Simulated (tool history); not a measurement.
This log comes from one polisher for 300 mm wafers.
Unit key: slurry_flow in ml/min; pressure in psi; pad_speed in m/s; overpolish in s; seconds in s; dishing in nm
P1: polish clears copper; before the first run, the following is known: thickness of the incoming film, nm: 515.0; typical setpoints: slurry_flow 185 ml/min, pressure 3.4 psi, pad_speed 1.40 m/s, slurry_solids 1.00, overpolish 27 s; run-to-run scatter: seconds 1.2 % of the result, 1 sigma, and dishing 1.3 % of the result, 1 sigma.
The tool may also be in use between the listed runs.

run,hour,slurry_flow,pressure,pad_speed,slurry_solids,overpolish,seconds,dishing
1,7.8,185,3.4,1.40,1.00,27,95.771,15.421
2,15.8,185,3.4,1.40,1.00,27,93.822,15.527
3,19.8,185,3.4,1.40,1.40,27,87.539,15.747
4,25.2,185,3.4,0.68,1.00,27,194.500,15.081
5,30.6,185,2.0,1.40,1.00,27,160.250,15.221
6,38.5,185,3.4,1.98,1.00,27,66.827,15.652
7,46.1,185,4.9,1.40,1.00,27,65.669,15.912
8,52.8,110,3.4,1.40,1.00,27,103.330,15.351
9,57.6,185,3.4,1.40,1.00,27,93.221,15.372
10,65.1,185,3.4,1.40,1.00,27,94.012,15.622
11,72.9,185,3.4,1.40,1.00,27,94.127,15.648
12,77.4,185,3.4,1.40,1.00,10,96.253,14.380
13,84.5,185,3.4,1.40,1.00,27,93.333,15.710
14,91.8,185,3.4,1.40,1.00,54,93.873,15.457
15,97.5,185,3.4,1.40,0.55,27,106.670,15.771
16,104.1,185,3.4,0.80,1.00,38,165.640,15.573
17,109.7,270,3.4,1.40,1.00,27,89.909,15.528
18,116.2,185,3.4,1.40,1.00,27,92.514,15.924
19,122.0,185,3.4,1.40,1.00,27,96.069,15.519
20,127.3,185,3.4,1.40,1.00,27,99.299,15.352

Forecast run 21:
21,130.8,185,3.4,1.40,1.00,27,?,?

Logged for run 21: seconds 101.230 s, dishing 15.648 nm.
